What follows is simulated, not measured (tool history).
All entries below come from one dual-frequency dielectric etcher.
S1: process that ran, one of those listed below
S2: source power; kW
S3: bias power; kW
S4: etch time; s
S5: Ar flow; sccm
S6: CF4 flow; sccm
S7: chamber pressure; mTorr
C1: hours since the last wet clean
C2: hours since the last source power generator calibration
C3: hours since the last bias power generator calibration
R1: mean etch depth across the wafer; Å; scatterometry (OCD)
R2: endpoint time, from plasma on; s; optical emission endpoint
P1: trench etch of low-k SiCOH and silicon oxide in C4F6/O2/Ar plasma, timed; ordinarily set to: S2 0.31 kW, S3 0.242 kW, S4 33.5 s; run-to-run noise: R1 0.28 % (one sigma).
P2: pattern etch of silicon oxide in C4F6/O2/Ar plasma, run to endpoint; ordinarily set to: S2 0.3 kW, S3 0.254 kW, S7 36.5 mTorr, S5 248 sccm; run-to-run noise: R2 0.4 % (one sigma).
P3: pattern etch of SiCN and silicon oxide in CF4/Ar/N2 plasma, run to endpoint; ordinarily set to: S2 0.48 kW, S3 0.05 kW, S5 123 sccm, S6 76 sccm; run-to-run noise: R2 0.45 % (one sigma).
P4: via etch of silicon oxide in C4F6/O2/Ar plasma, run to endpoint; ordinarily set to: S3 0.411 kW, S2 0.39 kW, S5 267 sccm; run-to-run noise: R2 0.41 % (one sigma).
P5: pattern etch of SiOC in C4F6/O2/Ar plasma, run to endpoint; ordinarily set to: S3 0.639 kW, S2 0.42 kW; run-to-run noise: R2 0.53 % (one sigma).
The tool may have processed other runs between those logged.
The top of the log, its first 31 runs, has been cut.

{"run": 32, "hour": 195.9, "S1": "P1", "S2": 0.31, "S3": 0.242, "S4": 33.5, "C1": 276.3, "C2": 3057.7, "C3": 146.2, "R1": 1067.1}
{"run": 33, "hour": 200.4, "S1": "P1", "S2": 0.41, "S3": 0.242, "S4": 33.5, "C1": 280.8, "C2": 3062.2, "C3": 150.7, "R1": 1193}
{"run": 34, "hour": 205.5, "S1": "P1", "S2": 0.31, "S3": 0.242, "S4": 20, "C1": 285.9, "C2": 3067.3, "C3": 155.8, "R1": 637.45}
{"run": 35, "hour": 211.0, "S1": "P4", "S2": 0.39, "S3": 0.411, "S5": 267, "C1": 291.4, "C2": 3072.8, "C3": 161.3, "R2": 22.844}
{"run": 36, "hour": 219.5, "S1": "P3", "S2": 0.48, "S3": 0.05, "S5": 155, "S6": 76, "C1": 299.9, "C2": 3081.3, "C3": 169.8, "R2": 18.873}
{"run": 37, "hour": 223.2, "S1": "P1", "S2": 0.31, "S3": 0.242, "S4": 33.5, "C1": 303.6, "C2": 3085, "C3": 173.5, "R1": 1063}
{"run": 38, "hour": 230.4, "S1": "P1", "S2": 0.31, "S3": 0.242, "S4": 33.5, "C1": 310.8, "C2": 3092.2, "C3": 180.7, "R1": 1072.9}
{"run": 39, "hour": 234.6, "S1": "P1", "S2": 0.31, "S3": 0.242, "S4": 33.5, "C1": 315, "C2": 3096.4, "C3": 184.9, "R1": 1079.3}
{"run": 40, "hour": 239.3, "S1": "P1", "S2": 0.31, "S3": 0.242, "S4": 33.5, "C1": 319.7, "C2": 3101.1, "C3": 189.6, "R1": 1073.1}
{"run": 41, "hour": 243.1, "S1": "P1", "S2": 0.31, "S3": 0.242, "S4": 33.5, "C1": 323.5, "C2": 3104.9, "C3": 193.4, "R1": 1076.4}
{"hour": 244.4, "done": "wet clean of the chamber"}
{"run": 42, "hour": 247.2, "S1": "P1", "S2": 0.31, "S3": 0.242, "S4": 33.5, "C1": 2.8, "C2": 3109, "C3": 197.5, "R1": 1080.2}

Run 43 is up next; what results do you expect?
{"run": 43, "hour": 251.3, "S1": "P1", "S2": 0.31, "S3": 0.242, "S4": 33.5, "C1": 6.9, "C2": 3113.1, "C3": 201.6, "R1": "?"}

{"run 43": {"R1": 1080.3}}
